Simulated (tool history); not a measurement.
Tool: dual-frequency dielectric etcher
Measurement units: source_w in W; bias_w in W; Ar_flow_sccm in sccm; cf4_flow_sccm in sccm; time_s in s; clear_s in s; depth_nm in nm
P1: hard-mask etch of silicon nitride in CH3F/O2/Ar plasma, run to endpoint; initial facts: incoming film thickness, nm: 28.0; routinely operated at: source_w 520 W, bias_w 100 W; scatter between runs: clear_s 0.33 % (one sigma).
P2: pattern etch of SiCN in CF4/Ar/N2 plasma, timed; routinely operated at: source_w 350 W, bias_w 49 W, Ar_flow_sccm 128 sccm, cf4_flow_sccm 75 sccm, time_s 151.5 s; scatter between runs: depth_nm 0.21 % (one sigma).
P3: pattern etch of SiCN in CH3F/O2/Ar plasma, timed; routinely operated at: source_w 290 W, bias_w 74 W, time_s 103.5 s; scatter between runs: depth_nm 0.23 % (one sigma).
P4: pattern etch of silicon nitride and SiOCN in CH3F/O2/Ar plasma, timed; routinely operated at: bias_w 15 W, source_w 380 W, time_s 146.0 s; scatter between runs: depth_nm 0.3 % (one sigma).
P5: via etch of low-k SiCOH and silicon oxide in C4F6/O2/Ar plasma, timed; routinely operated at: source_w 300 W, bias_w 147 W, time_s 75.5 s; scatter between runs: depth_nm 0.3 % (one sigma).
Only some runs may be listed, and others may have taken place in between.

run	hour	process	source_w	bias_w	Ar_flow_sccm	cf4_flow_sccm	time_s	hours since the last wet clean	hours since the last source power generator calibration	hours since the last bias power generator calibration	clear_s	depth_nm
1	8.5	P1	520	100				187.9	548.0	1276.0	32.775	
2	17.7	P2	350	49	158	75	151.5	197.1	557.2	1285.2		85.3750
3	25.2	P5	300	114			75.5	204.6	564.7	1292.7		169.3300
4	29.8	P1	520	72				209.2	569.3	1297.3	36.600	
5	34.2	P4	380	15			146.0	213.6	573.7	1301.7		15.9930
6	39.7	P4	380	21			146.0	219.1	579.2	1307.2		18.3100
7	45.9	P3	290	92			103.5	225.3	585.4	1313.4		36.8660
8	51.1	P1	360	100				230.5	590.6	1318.6	37.233	
9	59.4	P2	430	49	128	75	151.5	238.8	598.9	1326.9		106.0100
10	68.9	P1	720	125				248.3	608.4	1336.4	26.550	
11	74.8	P4	380	15			146.0	254.2	614.3	1342.3		15.8900
12	81.4	P5	400	147			75.5	260.8	620.9	1348.9		204.6600
13	90.3	P1	520	100				269.7	629.8	1357.8	32.848	
14	96.6	P2	350	49	128	75	151.5	276.0	636.1	1364.1		88.6850
15	105.5	P5	300	147			53.5	284.9	645.0	1373.0		129.9700
16	111.3	P3	220	74			103.5	290.7	650.8	1378.8		30.7270
17	120.4	P4	540	15			146.0	299.8	659.9	1387.9		17.9900
18	128.9	P1	520	100				308.3	668.4	1396.4	32.632	
19	135.0	P1	520	100				314.4	674.5	1402.5	32.431	
20	142.0	P1	520	100				321.4	681.5	1409.5	32.622	
21	147.3	P1	620	100				326.7	686.8	1414.8	30.420	
22	155.7	P1	620	65				335.1	695.2	1423.2	35.219	
23	161.1	P2	350	49	128	75	205.5	340.5	700.6	1428.6		120.3700
24	167.7	P1	520	100				347.1	707.2	1435.2	32.603	
25	175.8	P5	300	147			75.5	355.2	715.3	1443.3		183.4500
26	180.9	P4	380	15			80.5	360.3	720.4	1448.4		8.7591
27	188.4	P2	350	49	128	90	151.5	367.8	727.9	1455.9		91.2730
28	192.6	P2	350	63	128	75	151.5	372.0	732.1	1460.1		96.2540
29	201.0	P3	290	74			103.5	380.4	740.5	1468.5		34.0730
30	208.0	P1	610	70				387.4	747.5	1475.5	34.554	
# hour 210.2: bias power generator calibrated
31	214.5	P1	520	139				393.9	754.0	4.3	28.775	
32	222.6	P5	300	147			75.5	402.0	762.1	12.4		183.1100
33	227.9	P3	290	74			103.5	407.3	767.4	17.7		34.1010
34	236.3	P3	290	74			60.5	415.7	775.8	26.1		19.9740
35	241.0	P1	520	100				420.4	780.5	30.8	32.620	
36	246.1	P1	520	100				425.5	785.6	35.9	32.465	
37	251.3	P1	520	100				430.7	790.8	41.1	32.405	
38	259.1	P1	520	100				438.5	798.6	48.9	32.069	
39	267.8	P1	520	100				447.2	807.3	57.6	32.110	
40	272.6	P1	520	100				452.0	812.1	62.4	32.203	
# hour 275.7: wet clean of the chamber
41	280.2	P1	520	100				4.5	819.7	70.0	32.191	
42	289.2	P1	520	100				13.5	828.7	79.0	32.059	
43	294.0	P1	520	100				18.3	833.5	83.8	32.147	
44	300.9	P1	520	100				25.2	840.4	90.7	32.272	

What P1 gives has crept away from where it was. These 2 causes fit the log equally well, each at the size given:
A: bias power that arrives over what is set, % = 4.64
B: source power that arrives over what is set, % = 4.49
At approximately hour 241.0, the process output began to creep.
Why every other cause is out:
chamber walls in a state that raises the etch rate, %: maintenance at hour 275.7, after the shift began, did not return the process to its former output

Of the 4 check runs listed below, each run on one wafer and each result written as a question mark, which would let you distinguish the listed causes because they would give clearly different results?
check 1	307.8	P3	290	74			103.5					?
check 2	307.8	P5	300	147			75.5					?
check 3	307.8	P4	380	15			146.0					?
check 4	307.8	P2	350	49	128	75	151.5					?

Expected result of each check under each candidate cause:
check	result	if A	if B
check 1	depth_nm	34.6620	34.6550
check 2	depth_nm	185.2700	185.8600
check 3	depth_nm	16.2070	16.1620
check 4	depth_nm	89.9520	92.0910
Distance between the nearest two causes, measured in the result of the check that separates them most: check 1 0.02 %; check 2 0.31 %; check 3 0.28 %; check 4 2.35 %
Only in check 4 would the causes give clearly different results; in the remaining checks their results would be nearly the same.

Here is what check 4 returned: depth_nm 90.0930 nm. Which cause is it?

It was cause A: bias power that arrives over what is set, %.
